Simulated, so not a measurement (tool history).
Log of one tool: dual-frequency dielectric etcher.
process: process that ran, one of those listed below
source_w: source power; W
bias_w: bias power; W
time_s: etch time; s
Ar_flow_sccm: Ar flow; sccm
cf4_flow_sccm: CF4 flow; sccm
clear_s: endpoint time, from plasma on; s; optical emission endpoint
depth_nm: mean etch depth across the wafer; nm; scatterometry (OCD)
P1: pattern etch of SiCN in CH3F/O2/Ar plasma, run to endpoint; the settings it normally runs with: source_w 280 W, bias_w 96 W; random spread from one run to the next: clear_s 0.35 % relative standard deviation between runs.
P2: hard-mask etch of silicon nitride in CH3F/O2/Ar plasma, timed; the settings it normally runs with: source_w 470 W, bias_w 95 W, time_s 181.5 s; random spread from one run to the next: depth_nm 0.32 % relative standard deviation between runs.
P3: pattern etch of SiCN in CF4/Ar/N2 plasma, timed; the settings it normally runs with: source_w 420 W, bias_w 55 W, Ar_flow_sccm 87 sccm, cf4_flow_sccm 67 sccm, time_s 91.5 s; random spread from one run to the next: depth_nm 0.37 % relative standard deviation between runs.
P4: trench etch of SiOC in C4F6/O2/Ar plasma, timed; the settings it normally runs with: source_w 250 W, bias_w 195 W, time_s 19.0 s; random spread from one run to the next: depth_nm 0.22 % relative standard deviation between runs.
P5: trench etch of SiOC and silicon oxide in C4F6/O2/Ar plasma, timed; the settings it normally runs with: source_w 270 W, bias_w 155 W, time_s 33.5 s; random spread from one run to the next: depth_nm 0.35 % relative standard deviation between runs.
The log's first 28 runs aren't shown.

run	hour	process	source_w	bias_w	time_s	Ar_flow_sccm	cf4_flow_sccm	clear_s	depth_nm
29	237.2	P3	420	55	91.5	87	67		66.841
30	246.3	P3	270	55	91.5	87	67		45.465
31	253.6	P3	420	55	91.5	87	87		69.736
32	263.5	P1	280	96				35.344	
33	274.9	P1	280	96				35.111	
34	287.0	P1	280	96				34.916	
35	296.9	P1	280	96				34.949	
36	306.0	P1	280	96				34.797	
37	313.9	P1	280	96				34.967	

The next listed run, before its measurement:
38	321.7	P1	280	96				?	

clear_s: 34.850 s

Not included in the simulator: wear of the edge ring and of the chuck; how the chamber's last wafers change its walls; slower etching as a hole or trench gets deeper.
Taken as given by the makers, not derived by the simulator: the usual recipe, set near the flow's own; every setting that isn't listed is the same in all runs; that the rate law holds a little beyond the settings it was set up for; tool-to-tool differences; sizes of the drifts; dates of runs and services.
